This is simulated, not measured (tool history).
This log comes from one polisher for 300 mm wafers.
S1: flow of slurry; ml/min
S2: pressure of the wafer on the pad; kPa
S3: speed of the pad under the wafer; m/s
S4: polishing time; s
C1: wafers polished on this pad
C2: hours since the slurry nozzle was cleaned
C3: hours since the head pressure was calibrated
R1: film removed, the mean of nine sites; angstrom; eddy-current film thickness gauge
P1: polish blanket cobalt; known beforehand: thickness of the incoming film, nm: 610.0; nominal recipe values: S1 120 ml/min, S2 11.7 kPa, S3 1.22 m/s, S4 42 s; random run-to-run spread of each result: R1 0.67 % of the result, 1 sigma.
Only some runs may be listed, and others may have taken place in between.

run	day	S1	S2	S3	S4	C1	C2	C3	R1
1	0.562	120	11.7	1.22	42	219	180.7	205.2	2410.3
2	1.079	120	11.7	0.6	42	341	193.1	217.6	1190.5
3	1.679	165	11.7	1.22	42	483	207.5	232	2545.6
4	2.154	120	11.7	1.22	24	595	218.9	243.4	1365
5	2.717	85	11.7	1.66	42	727	232.4	256.9	2991.3
6	2.979	150	11.7	1.22	57	789	238.7	263.2	3399.2
7	3.362	120	11.7	1.22	42	880	247.9	272.4	2385.1
8	3.908	120	11.7	1.88	42	1008	261	285.5	3707.5
9	4.288	120	11.7	1.22	67	1098	270.1	294.6	3828.6
10	4.646	120	11.7	1.22	42	1182	278.7	303.2	2406.3
11	5.129	70	11.7	1.22	23	1296	290.3	314.8	1139.5
12	5.704	120	15.9	1.22	42	1432	304.1	328.6	3237.2
13	6.154	70	11.7	1.22	42	1538	314.9	339.4	2098.4
14	6.617	120	5.5	1.22	42	1647	326	350.5	1135.3
15	7.092	120	11.7	1.22	42	1759	337.4	361.9	2406.9

Predict the results of run 16:
16	7.671	120	11.7	1.22	42	1896	351.3	375.8	?

R1: 2390.1 angstrom
